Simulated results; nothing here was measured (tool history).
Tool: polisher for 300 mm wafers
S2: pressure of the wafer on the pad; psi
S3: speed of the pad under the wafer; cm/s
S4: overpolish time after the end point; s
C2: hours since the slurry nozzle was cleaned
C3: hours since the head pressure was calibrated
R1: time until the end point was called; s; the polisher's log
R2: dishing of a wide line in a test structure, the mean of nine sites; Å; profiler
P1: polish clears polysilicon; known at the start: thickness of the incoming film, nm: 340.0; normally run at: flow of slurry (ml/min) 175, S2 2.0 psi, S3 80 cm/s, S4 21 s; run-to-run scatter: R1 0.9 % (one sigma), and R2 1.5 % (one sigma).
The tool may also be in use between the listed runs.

{"run": 1, "hour": 13.3, "flow of slurry (ml/min)": 175, "S2": 2.0, "S3": 80, "S4": 21, "wafers polished on this pad": 491, "C2": 65.4, "C3": 301.2, "R1": 45.874, "R2": 346.14}
{"run": 2, "hour": 22.6, "flow of slurry (ml/min)": 175, "S2": 2.5, "S3": 100, "S4": 21, "wafers polished on this pad": 639, "C2": 74.7, "C3": 310.5, "R1": 29.047, "R2": 339.04}
{"run": 3, "hour": 30.4, "flow of slurry (ml/min)": 175, "S2": 1.0, "S3": 80, "S4": 21, "wafers polished on this pad": 764, "C2": 82.5, "C3": 318.3, "R1": 92.0, "R2": 313.09}
{"run": 4, "hour": 40.7, "flow of slurry (ml/min)": 175, "S2": 2.0, "S3": 80, "S4": 6, "wafers polished on this pad": 928, "C2": 92.8, "C3": 328.6, "R1": 45.766, "R2": 251.97}
{"run": 5, "hour": 48.5, "flow of slurry (ml/min)": 220, "S2": 2.0, "S3": 80, "S4": 21, "wafers polished on this pad": 1053, "C2": 100.6, "C3": 336.4, "R1": 44.718, "R2": 332.57}
{"run": 6, "hour": 58.0, "flow of slurry (ml/min)": 175, "S2": 2.0, "S3": 80, "S4": 21, "wafers polished on this pad": 1204, "C2": 110.1, "C3": 345.9, "R1": 45.734, "R2": 349.89}
{"run": 7, "hour": 68.6, "flow of slurry (ml/min)": 175, "S2": 2.0, "S3": 80, "S4": 36, "wafers polished on this pad": 1374, "C2": 120.7, "C3": 356.5, "R1": 45.604, "R2": 348.0}
{"hour": 81.0, "done": "head pressure recalibrated"}
{"run": 8, "hour": 82.1, "flow of slurry (ml/min)": 175, "S2": 2.0, "S3": 80, "S4": 21, "wafers polished on this pad": 1589, "C2": 134.2, "C3": 1.2, "R1": 45.806, "R2": 341.53}
{"run": 9, "hour": 90.8, "flow of slurry (ml/min)": 105, "S2": 2.0, "S3": 80, "S4": 21, "wafers polished on this pad": 1728, "C2": 142.9, "C3": 9.9, "R1": 50.384, "R2": 337.74}
{"run": 10, "hour": 104.9, "flow of slurry (ml/min)": 175, "S2": 2.0, "S3": 40, "S4": 21, "wafers polished on this pad": 1953, "C2": 157.0, "C3": 24.0, "R1": 92.006, "R2": 312.87}
{"run": 11, "hour": 115.9, "flow of slurry (ml/min)": 175, "S2": 2.0, "S3": 126, "S4": 21, "wafers polished on this pad": 2129, "C2": 168.0, "C3": 35.0, "R1": 28.835, "R2": 348.7}
{"run": 12, "hour": 122.2, "flow of slurry (ml/min)": 175, "S2": 3.1, "S3": 80, "S4": 21, "wafers polished on this pad": 2229, "C2": 174.3, "C3": 41.3, "R1": 29.879, "R2": 341.57}
{"run": 13, "hour": 130.5, "flow of slurry (ml/min)": 175, "S2": 2.0, "S3": 80, "S4": 21, "wafers polished on this pad": 2362, "C2": 182.6, "C3": 49.6, "R1": 45.677, "R2": 341.29}
{"run": 14, "hour": 142.4, "flow of slurry (ml/min)": 175, "S2": 2.0, "S3": 80, "S4": 21, "wafers polished on this pad": 2552, "C2": 194.5, "C3": 61.5, "R1": 45.658, "R2": 345.1}
{"run": 15, "hour": 148.8, "flow of slurry (ml/min)": 175, "S2": 2.0, "S3": 80, "S4": 21, "wafers polished on this pad": 2654, "C2": 200.9, "C3": 67.9, "R1": 46.03, "R2": 349.31}
{"run": 16, "hour": 155.7, "flow of slurry (ml/min)": 175, "S2": 2.0, "S3": 80, "S4": 21, "wafers polished on this pad": 2764, "C2": 207.8, "C3": 74.8, "R1": 47.267, "R2": 347.83}
{"run": 17, "hour": 163.6, "flow of slurry (ml/min)": 175, "S2": 2.0, "S3": 80, "S4": 21, "wafers polished on this pad": 2890, "C2": 215.7, "C3": 82.7, "R1": 47.462, "R2": 341.96}
{"run": 18, "hour": 169.9, "flow of slurry (ml/min)": 175, "S2": 2.0, "S3": 80, "S4": 21, "wafers polished on this pad": 2991, "C2": 222.0, "C3": 89.0, "R1": 48.167, "R2": 351.56}
{"run": 19, "hour": 178.3, "flow of slurry (ml/min)": 175, "S2": 2.0, "S3": 80, "S4": 21, "wafers polished on this pad": 3125, "C2": 230.4, "C3": 97.4, "R1": 49.3, "R2": 345.05}
{"run": 20, "hour": 187.8, "flow of slurry (ml/min)": 175, "S2": 2.0, "S3": 80, "S4": 21, "wafers polished on this pad": 3276, "C2": 239.9, "C3": 106.9, "R1": 48.719, "R2": 342.74}
{"hour": 191.0, "done": "head pressure recalibrated"}
{"run": 21, "hour": 201.2, "flow of slurry (ml/min)": 175, "S2": 2.0, "S3": 80, "S4": 21, "wafers polished on this pad": 3490, "C2": 253.3, "C3": 10.2, "R1": 49.082, "R2": 343.43}
{"run": 22, "hour": 210.5, "flow of slurry (ml/min)": 175, "S2": 2.0, "S3": 80, "S4": 21, "wafers polished on this pad": 3639, "C2": 262.6, "C3": 19.5, "R1": 49.627, "R2": 337.81}
{"run": 23, "hour": 221.6, "flow of slurry (ml/min)": 175, "S2": 2.0, "S3": 80, "S4": 21, "wafers polished on this pad": 3816, "C2": 273.7, "C3": 30.6, "R1": 50.482, "R2": 342.07}
{"run": 24, "hour": 235.4, "flow of slurry (ml/min)": 175, "S2": 2.0, "S3": 80, "S4": 21, "wafers polished on this pad": 4036, "C2": 287.5, "C3": 44.4, "R1": 50.061, "R2": 337.82}
{"run": 25, "hour": 248.5, "flow of slurry (ml/min)": 175, "S2": 2.0, "S3": 80, "S4": 21, "wafers polished on this pad": 4245, "C2": 300.6, "C3": 57.5, "R1": 49.285, "R2": 347.78}

What P1 gives has crept away from where it was. These 2 causes fit the log equally well, each at the size given:
A: removal rate lost through wear of the pad, % = 8.4
B: slurry flow missing at the pad, % = 37.6
The creep began at about hour 142.4.
Why every other cause is out:
head's pressure below its setpoint, %: serviced at hour 191.0, which brought nothing back

4 check runs are offered, each on 2 wafers whose results are averaged, their results left as question marks. Which one tells the causes apart?
{"run": "check 1", "hour": 261.6, "flow of slurry (ml/min)": 175, "S2": 3.1, "S3": 106, "S4": 21, "R1": "?", "R2": "?"}
{"run": "check 2", "hour": 261.6, "flow of slurry (ml/min)": 175, "S2": 1.1, "S3": 118, "S4": 21, "R1": "?", "R2": "?"}
{"run": "check 3", "hour": 261.6, "flow of slurry (ml/min)": 175, "S2": 1.6, "S3": 58, "S4": 21, "R1": "?", "R2": "?"}
{"run": "check 4", "hour": 261.6, "flow of slurry (ml/min)": 105, "S2": 2.0, "S3": 114, "S4": 21, "R1": "?", "R2": "?"}

What each check would give under each cause:
check=check_1 result=R1 if_A=24.312 if_B=24.316
check=check_1 result=R2 if_A=347.84 if_B=347.84
check=check_2 result=R1 if_A=61.548 if_B=61.557
check=check_2 result=R2 if_A=336.22 if_B=336.21
check=check_3 result=R1 if_A=86.087 if_B=86.101
check=check_3 result=R2 if_A=317.16 if_B=317.15
check=check_4 result=R1 if_A=38.610 if_B=40.607
check=check_4 result=R2 if_A=346.35 if_B=345.87
How far apart the two closest causes lie, in the result that separates them most: check 1 0.02 %; check 2 0.02 %; check 3 0.02 %; check 4 5.04 %
Check 4 tells the causes apart: in the others they would give nearly the same result.

Check 4 was then run and gave: R1 40.480 s; R2 352.00 Å. Which cause is it?

It is B: slurry flow missing at the pad, %.

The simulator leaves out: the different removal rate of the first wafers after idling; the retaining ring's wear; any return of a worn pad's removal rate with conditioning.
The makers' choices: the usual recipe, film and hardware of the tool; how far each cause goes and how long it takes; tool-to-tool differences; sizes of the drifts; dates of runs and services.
